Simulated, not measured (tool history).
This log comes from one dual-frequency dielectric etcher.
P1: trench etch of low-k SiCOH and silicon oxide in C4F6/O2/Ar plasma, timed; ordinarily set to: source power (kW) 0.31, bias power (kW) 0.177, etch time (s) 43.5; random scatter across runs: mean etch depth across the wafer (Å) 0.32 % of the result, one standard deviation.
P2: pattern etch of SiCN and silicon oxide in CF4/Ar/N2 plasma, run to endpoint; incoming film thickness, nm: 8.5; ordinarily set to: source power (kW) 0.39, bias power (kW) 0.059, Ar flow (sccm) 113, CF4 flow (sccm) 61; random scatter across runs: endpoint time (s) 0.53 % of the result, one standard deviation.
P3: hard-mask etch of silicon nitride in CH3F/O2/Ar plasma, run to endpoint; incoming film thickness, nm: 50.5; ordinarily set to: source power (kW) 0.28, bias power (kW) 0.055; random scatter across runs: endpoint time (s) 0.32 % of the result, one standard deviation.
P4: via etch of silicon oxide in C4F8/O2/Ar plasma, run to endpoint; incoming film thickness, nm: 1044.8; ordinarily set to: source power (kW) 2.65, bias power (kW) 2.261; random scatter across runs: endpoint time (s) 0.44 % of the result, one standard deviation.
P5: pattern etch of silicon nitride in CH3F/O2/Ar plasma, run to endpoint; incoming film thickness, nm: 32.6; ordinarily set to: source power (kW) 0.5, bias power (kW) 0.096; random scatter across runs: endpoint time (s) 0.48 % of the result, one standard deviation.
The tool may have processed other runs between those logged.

run   hour  process that ran  source power (kW)  bias power (kW)  etch time (s)  Ar flow (sccm)  CF4 flow (sccm)  hours since the last wet clean  hours since the last source power generator calibration  hours since the last bias power generator calibration  mean etch depth across the wafer (Å)  endpoint time (s)
  1    5.9                P1               0.31            0.177           43.5                                                             97.7                                                   3010.3                                                 3306.5                                1255.2
  2   15.2                P1               0.31            0.177             61                                                              107                                                   3019.6                                                 3315.8                                1754.5
  3   21.9                P4               2.65            2.261                                                                           113.7                                                   3026.3                                                 3322.5                                                   178.83
  4   30.9                P2               0.24            0.059                            113               61                           122.7                                                   3035.3                                                 3331.5                                                   18.952
  5   40.2                P1               0.31            0.146             35                                                              132                                                   3044.6                                                 3340.8                                947.88
  6   46.3                P1               0.31            0.177           25.5                                                            138.1                                                   3050.7                                                 3346.9                                739.66
  7   54.6                P5                0.5            0.096                                                                           146.4                                                     3059                                                 3355.2                                                   40.114
  8   64.1                P1               0.42            0.144           43.5                                                            155.9                                                   3068.5                                                 3364.7                                1318.6
      69.5  -- wet clean of the chamber
  9   69.6                P1               0.31            0.177           43.5                                                              0.2                                                     3074                                                 3370.2                                1255.8
 10   75.4                P1               0.23            0.177           43.5                                                                6                                                   3079.8                                                   3376                                1122.3
 11   84.9                P5                0.5            0.076                                                                            15.5                                                   3089.3                                                 3385.5                                                     43.1
 12   90.5                P2               0.39            0.059                            113               61                            21.1                                                   3094.9                                                 3391.1                                                   12.394
 13   95.7                P4               2.65            3.064                                                                            26.3                                                   3100.1                                                 3396.3                                                   162.65
 14  100.6                P1               0.31            0.177           43.5                                                             31.2                                                     3105                                                 3401.2                                1249.2
 15  109.5                P1               0.31            0.221           43.5                                                             40.1                                                   3113.9                                                 3410.1                                1344.2
 16    116                P2               0.39            0.071                            113               61                            46.6                                                   3120.4                                                 3416.6                                                   11.654
 17  123.9                P1               0.39            0.177           43.5                                                             54.5                                                   3128.3                                                 3424.5                                1369.7
 18  132.2                P2               0.39            0.059                            141               61                            62.8                                                   3136.6                                                 3432.8                                                    12.83
 19    140                P1               0.31            0.177           43.5                                                             70.6                                                   3144.4                                                 3440.6                                1257.6
 20  145.7                P1               0.31            0.105           43.5                                                             76.3                                                   3150.1                                                 3446.3                                1070.1
 21  152.9                P1               0.31            0.177           43.5                                                             83.5                                                   3157.3                                                 3453.5                                1255.9
 22  161.8                P3               0.28            0.044                                                                            92.4                                                   3166.2                                                 3462.4                                                   99.975
 23  166.4                P2               0.39            0.059                            113               81                              97                                                   3170.8                                                   3467                                                   11.733
 24  175.8                P4               1.57            2.261                                                                           106.4                                                   3180.2                                                 3476.4                                                   220.12
 25  181.6                P3                0.4            0.055                                                                           112.2                                                     3186                                                 3482.2                                                   81.376
 26  191.5                P3               0.28            0.055                                                                           122.1                                                   3195.9                                                 3492.1                                                   93.046
 27  199.6                P5               0.31            0.096                                                                           130.2                                                     3204                                                 3500.2                                                    47.64
 28  209.3                P1               0.41            0.177           52.5                                                            139.9                                                   3213.7                                                 3509.9                                1687.8
 29  216.9                P5                0.5            0.096                                                                           147.5                                                   3221.3                                                 3517.5                                                   39.587
 30  222.5                P1               0.31            0.177           43.5                                                            153.1                                                   3226.9                                                 3523.1                                1253.3
 31  228.6                P1               0.31            0.177           43.5                                                            159.2                                                     3233                                                 3529.2                                1249.8
 32    236                P1               0.31            0.177           43.5                                                            166.6                                                   3240.4                                                 3536.6                                1239.8
 33  245.5                P1               0.31            0.177           43.5                                                            176.1                                                   3249.9                                                 3546.1                                  1239
 34  255.4                P1               0.31            0.177           43.5                                                              186                                                   3259.8                                                   3556                                  1235
 35  264.5                P1               0.31            0.177           43.5                                                            195.1                                                   3268.9                                                 3565.1                                1236.3
 36  272.9                P1               0.31            0.177           43.5                                                            203.5                                                   3277.3                                                 3573.5                                1235.6
     276.9  -- wet clean of the chamber
 37  281.2                P1               0.31            0.177           43.5                                                              4.4                                                   3285.6                                                 3581.8                                1227.5
 38    288                P1               0.31            0.177           43.5                                                             11.2                                                   3292.4                                                 3588.6                                1232.2

What will run 39 give?
 39  293.1                P1               0.31            0.177           43.5                                                             16.3                                                   3297.5                                                 3593.7                                     ?

{"run 39": {"mean etch depth across the wafer (Å)": 1235.7}}

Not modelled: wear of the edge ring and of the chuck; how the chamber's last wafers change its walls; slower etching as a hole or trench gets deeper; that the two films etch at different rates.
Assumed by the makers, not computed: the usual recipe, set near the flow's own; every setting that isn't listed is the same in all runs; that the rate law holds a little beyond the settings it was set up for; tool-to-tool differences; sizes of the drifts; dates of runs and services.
